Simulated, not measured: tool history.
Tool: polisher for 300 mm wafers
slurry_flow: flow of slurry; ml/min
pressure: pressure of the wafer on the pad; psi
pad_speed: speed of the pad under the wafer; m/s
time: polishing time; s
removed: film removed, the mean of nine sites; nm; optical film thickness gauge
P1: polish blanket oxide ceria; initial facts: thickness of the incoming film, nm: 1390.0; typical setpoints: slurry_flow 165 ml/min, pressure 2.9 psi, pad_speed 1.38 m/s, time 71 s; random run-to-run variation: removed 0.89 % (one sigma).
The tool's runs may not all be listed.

| run | day | slurry_flow | pressure | pad_speed | time | removed |
|---|---|---|---|---|---|---|
| 1 | 0.229 | 165 | 2.9 | 1.38 | 71 | 365.68 |
| 2 | 0.496 | 165 | 2.9 | 1.38 | 34 | 177.81 |
| 3 | 0.788 | 165 | 2.9 | 1.38 | 71 | 370.17 |
| 4 | 0.933 | 165 | 4.4 | 1.38 | 71 | 562.10 |
| 5 | 1.212 | 100 | 2.9 | 1.38 | 71 | 335.64 |
| 6 | 1.458 | 260 | 2.9 | 1.38 | 71 | 392.04 |
| 7 | 1.754 | 165 | 2.9 | 1.38 | 71 | 365.88 |
| 8 | 1.992 | 165 | 2.9 | 1.38 | 71 | 366.64 |
| 9 | 2.133 | 165 | 2.9 | 2.04 | 71 | 541.26 |
| 10 | 2.383 | 165 | 2.9 | 1.38 | 89 | 464.87 |
| 11 | 2.667 | 165 | 2.9 | 1.38 | 71 | 367.73 |
| 12 | 2.904 | 165 | 2.9 | 0.70 | 71 | 186.31 |
| 13 | 3.054 | 100 | 2.9 | 2.02 | 71 | 481.47 |
| 14 | 3.217 | 165 | 2.9 | 1.38 | 71 | 367.07 |
|  | 3.392 | slurry nozzle cleaned |
| 15 | 3.517 | 165 | 1.3 | 1.38 | 71 | 165.73 |
| 16 | 3.812 | 165 | 2.9 | 1.38 | 71 | 363.11 |
| 17 | 4.046 | 165 | 2.9 | 1.38 | 71 | 363.06 |
|  | 4.304 | head pressure recalibrated |
| 18 | 4.304 | 165 | 2.9 | 1.38 | 71 | 355.23 |
| 19 | 4.542 | 165 | 2.9 | 1.38 | 71 | 351.90 |
| 20 | 4.829 | 165 | 2.9 | 1.38 | 71 | 341.74 |
| 21 | 4.979 | 165 | 2.9 | 1.38 | 71 | 351.16 |
| 22 | 5.162 | 165 | 2.9 | 1.38 | 71 | 344.35 |

What P1 gives has crept off from where it sat before. The 2 causes that follow fit the log equally well, each at the size noted:
A: removal rate lost through wear of the pad, % = 5.7
B: slurry flow missing at the pad, % = 27.2
The process output started creeping at around day 3.812.
What rules out each remaining cause:
head's pressure below its setpoint, %: its service at day 4.304 followed the start of the drift and did not put the process back to its old value

The list below offers 4 check runs, each averaging the results of 5 wafers, and shows each result as a question mark. For which of them would the listed causes give clearly different results?
| check 1 | 5.346 | 100 | 2.9 | 1.38 | 71 | ? |
| check 2 | 5.346 | 165 | 1.3 | 1.38 | 71 | ? |
| check 3 | 5.346 | 165 | 1.6 | 1.38 | 71 | ? |
| check 4 | 5.346 | 165 | 4.0 | 1.38 | 43 | ? |

Predicted outcomes, by check and by cause:
| check | result | if A | if B |
|---|---|---|---|
| check 1 | removed | 314.41 | 304.27 |
| check 2 | removed | 155.90 | 155.92 |
| check 3 | removed | 191.88 | 191.90 |
| check 4 | removed | 290.52 | 290.56 |
Per-check spread between the two closest causes, in the result where they differ most: check 1 3.28 %; check 2 0.01 %; check 3 0.01 %; check 4 0.01 %
The other checks would show nearly matching results whichever cause is true, so check 1 is the only one that separates the causes.

Check 1 has now been run. It gave: removed 305.70 nm. Which of the candidate causes is it?

The cause is B: slurry flow missing at the pad, %.

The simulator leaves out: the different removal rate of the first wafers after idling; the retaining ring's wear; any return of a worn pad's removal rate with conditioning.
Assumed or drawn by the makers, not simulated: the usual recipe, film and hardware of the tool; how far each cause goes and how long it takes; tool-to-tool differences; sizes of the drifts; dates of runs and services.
